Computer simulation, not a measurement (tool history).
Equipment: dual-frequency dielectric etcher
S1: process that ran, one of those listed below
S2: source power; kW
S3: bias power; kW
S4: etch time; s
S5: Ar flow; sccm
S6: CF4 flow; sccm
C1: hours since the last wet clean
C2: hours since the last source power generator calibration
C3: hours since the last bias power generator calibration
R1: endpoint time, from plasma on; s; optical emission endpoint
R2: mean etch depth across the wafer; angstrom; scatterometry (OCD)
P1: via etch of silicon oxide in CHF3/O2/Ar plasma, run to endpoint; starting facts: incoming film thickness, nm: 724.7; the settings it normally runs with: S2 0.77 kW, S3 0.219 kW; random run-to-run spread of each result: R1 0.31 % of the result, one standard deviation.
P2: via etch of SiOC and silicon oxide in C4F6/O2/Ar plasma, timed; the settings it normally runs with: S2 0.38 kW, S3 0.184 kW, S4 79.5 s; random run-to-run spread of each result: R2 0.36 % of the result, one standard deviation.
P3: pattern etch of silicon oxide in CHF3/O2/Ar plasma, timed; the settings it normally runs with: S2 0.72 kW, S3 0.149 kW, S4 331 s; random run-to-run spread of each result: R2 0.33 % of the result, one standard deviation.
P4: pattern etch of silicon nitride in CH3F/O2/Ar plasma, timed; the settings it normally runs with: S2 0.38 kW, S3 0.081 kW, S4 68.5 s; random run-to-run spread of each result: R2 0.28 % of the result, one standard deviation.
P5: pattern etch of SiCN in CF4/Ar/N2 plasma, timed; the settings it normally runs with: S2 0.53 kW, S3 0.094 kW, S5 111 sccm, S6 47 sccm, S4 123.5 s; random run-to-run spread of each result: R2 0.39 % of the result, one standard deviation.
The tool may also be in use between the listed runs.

run 1 day=0.338 | S1=P1 S2=0.77 S3=0.219 | C1=244.8 C2=1478.3 C3=2587.4 | R1=303.81
run 2 day=0.908 | S1=P2 S2=0.38 S3=0.184 S4=115.5 | C1=258.5 C2=1492 C3=2601.1 | R2=1318.1
run 3 day=1.217 | S1=P1 S2=0.77 S3=0.3 | C1=265.9 C2=1499.4 C3=2608.5 | R1=272.06
run 4 day=1.754 | S1=P1 S2=0.54 S3=0.289 | C1=278.8 C2=1512.3 C3=2621.4 | R1=315.16
run 5 day=2.179 | S1=P5 S2=0.53 S3=0.094 S4=123.5 S5=65 S6=47 | C1=289 C2=1522.5 C3=2631.6 | R2=1349.5
run 6 day=2.575 | S1=P2 S2=0.29 S3=0.184 S4=79.5 | C1=298.5 C2=1532 C3=2641.1 | R2=815.22
run 7 day=3.108 | S1=P1 S2=0.77 S3=0.219 | C1=311.3 C2=1544.8 C3=2653.9 | R1=303.75
run 8 day=3.446 | S1=P1 S2=0.57 S3=0.219 | C1=319.4 C2=1552.9 C3=2662 | R1=340.17
-- day=3.65 source power generator calibrated
run 9 day=3.771 | S1=P4 S2=0.46 S3=0.081 S4=68.5 | C1=327.2 C2=2.9 C3=2669.8 | R2=509.7
run 10 day=4.125 | S1=P2 S2=0.38 S3=0.258 S4=79.5 | C1=335.7 C2=11.4 C3=2678.3 | R2=1020.5
run 11 day=4.467 | S1=P3 S2=0.72 S3=0.191 S4=331 | C1=343.9 C2=19.6 C3=2686.5 | R2=6966.6
run 12 day=4.783 | S1=P2 S2=0.38 S3=0.184 S4=79.5 | C1=351.5 C2=27.2 C3=2694.1 | R2=903.4
run 13 day=5.296 | S1=P3 S2=0.55 S3=0.149 S4=331 | C1=363.8 C2=39.5 C3=2706.4 | R2=5799
run 14 day=5.575 | S1=P4 S2=0.38 S3=0.081 S4=68.5 | C1=370.5 C2=46.2 C3=2713.1 | R2=473.38
run 15 day=5.967 | S1=P5 S2=0.53 S3=0.094 S4=123.5 S5=111 S6=47 | C1=379.9 C2=55.6 C3=2722.5 | R2=1233.2
run 16 day=6.45 | S1=P4 S2=0.38 S3=0.081 S4=94 | C1=391.5 C2=67.2 C3=2734.1 | R2=652.36
run 17 day=6.804 | S1=P1 S2=0.91 S3=0.159 | C1=400 C2=75.7 C3=2742.6 | R1=315.45
run 18 day=7.154 | S1=P5 S2=0.53 S3=0.054 S4=123.5 S5=111 S6=47 | C1=408.4 C2=84.1 C3=2751 | R2=1009.3
run 19 day=7.642 | S1=P5 S2=0.53 S3=0.094 S4=123.5 S5=111 S6=28 | C1=420.1 C2=95.8 C3=2762.7 | R2=1146.1
run 20 day=8.104 | S1=P1 S2=1.07 S3=0.219 | C1=431.2 C2=106.9 C3=2773.8 | R1=267.17
run 21 day=8.558 | S1=P4 S2=0.38 S3=0.096 S4=68.5 | C1=442.1 C2=117.8 C3=2784.7 | R2=503.54
run 22 day=8.983 | S1=P1 S2=0.77 S3=0.219 | C1=452.3 C2=128 C3=2794.9 | R1=303.53
run 23 day=9.517 | S1=P1 S2=0.77 S3=0.219 | C1=465.1 C2=140.8 C3=2807.7 | R1=303.93
run 24 day=9.788 | S1=P3 S2=0.72 S3=0.149 S4=187 | C1=471.6 C2=147.3 C3=2814.2 | R2=3640
run 25 day=10.338 | S1=P1 S2=0.77 S3=0.219 | C1=484.8 C2=160.5 C3=2827.4 | R1=304.11
run 26 day=10.65 | S1=P5 S2=0.33 S3=0.094 S4=123.5 S5=111 S6=47 | C1=492.3 C2=168 C3=2834.9 | R2=828.17
run 27 day=10.971 | S1=P5 S2=0.53 S3=0.094 S4=89.5 S5=111 S6=47 | C1=500 C2=175.7 C3=2842.6 | R2=900.33
run 28 day=11.558 | S1=P1 S2=0.77 S3=0.132 | C1=514.1 C2=189.8 C3=2856.7 | R1=359.15
run 29 day=11.946 | S1=P3 S2=0.72 S3=0.149 S4=331 | C1=523.4 C2=199.1 C3=2866 | R2=6445.1
run 30 day=12.233 | S1=P1 S2=0.77 S3=0.219 | C1=530.3 C2=206 C3=2872.9 | R1=304.49
run 31 day=12.538 | S1=P1 S2=0.77 S3=0.219 | C1=537.6 C2=213.3 C3=2880.2 | R1=301.93
run 32 day=13.058 | S1=P1 S2=0.77 S3=0.219 | C1=550.1 C2=225.8 C3=2892.7 | R1=300.77
run 33 day=13.575 | S1=P1 S2=0.77 S3=0.219 | C1=562.5 C2=238.2 C3=2905.1 | R1=300.54
run 34 day=14.008 | S1=P1 S2=0.77 S3=0.219 | C1=572.9 C2=248.6 C3=2915.5 | R1=298.78
run 35 day=14.304 | S1=P1 S2=0.77 S3=0.219 | C1=580 C2=255.7 C3=2922.6 | R1=300.02
-- day=14.325 wet clean of the chamber
run 36 day=14.712 | S1=P1 S2=0.77 S3=0.219 | C1=9.4 C2=265.5 C3=2932.4 | R1=299.64
run 37 day=15.188 | S1=P1 S2=0.77 S3=0.219 | C1=20.8 C2=276.9 C3=2943.8 | R1=298.14
run 38 day=15.45 | S1=P1 S2=0.77 S3=0.219 | C1=27.1 C2=283.2 C3=2950.1 | R1=300.41

What P1 gives has crept off from where it sat before. The 2 causes that follow fit the log equally well, each at the size noted:
A: bias power that arrives over what is set, % = 4.53
B: source power that arrives over what is set, % = 4.1
The onset of the drift is placed at about day 12.233.
The rest of the possible causes, and what rules out each one:
chamber walls in a state that raises the etch rate, %: serviced at day 14.325, after the change had begun; the process did not return to its earlier output

Below are 4 check runs, each averaged over 2 wafers, with their results shown as question marks. Which of them would give clearly different results depending on which cause is behind the drift?
run check 1 day=15.712 | S1=P4 S2=0.38 S3=0.094 S4=91 | R2=?
run check 2 day=15.712 | S1=P3 S2=0.61 S3=0.185 S4=331 | R2=?
run check 3 day=15.712 | S1=P5 S2=0.53 S3=0.07 S4=123.5 S5=72 S6=47 | R2=?
run check 4 day=15.712 | S1=P2 S2=0.38 S3=0.184 S4=102 | R2=?

If the cause were each of the candidates in turn, the checks would give the following:
check=check_1 result=R2 if_A=676.81 if_B=676.01
check=check_2 result=R2 if_A=6576.1 if_B=6578.3
check=check_3 result=R2 if_A=1208.6 if_B=1233
check=check_4 result=R2 if_A=1180.4 if_B=1181.7
Smallest distance between any two causes, each pair judged by its most separating result, in per cent: check 1 0.12 %; check 2 0.03 %; check 3 2 %; check 4 0.11 %
Check 3 is the one run that separates the causes; every other check would come out nearly the same whichever cause is at work.

After running check 3, the following was obtained: R2 1234 angstrom. Which cause does this point to?

B is the cause: source power that arrives over what is set, %.

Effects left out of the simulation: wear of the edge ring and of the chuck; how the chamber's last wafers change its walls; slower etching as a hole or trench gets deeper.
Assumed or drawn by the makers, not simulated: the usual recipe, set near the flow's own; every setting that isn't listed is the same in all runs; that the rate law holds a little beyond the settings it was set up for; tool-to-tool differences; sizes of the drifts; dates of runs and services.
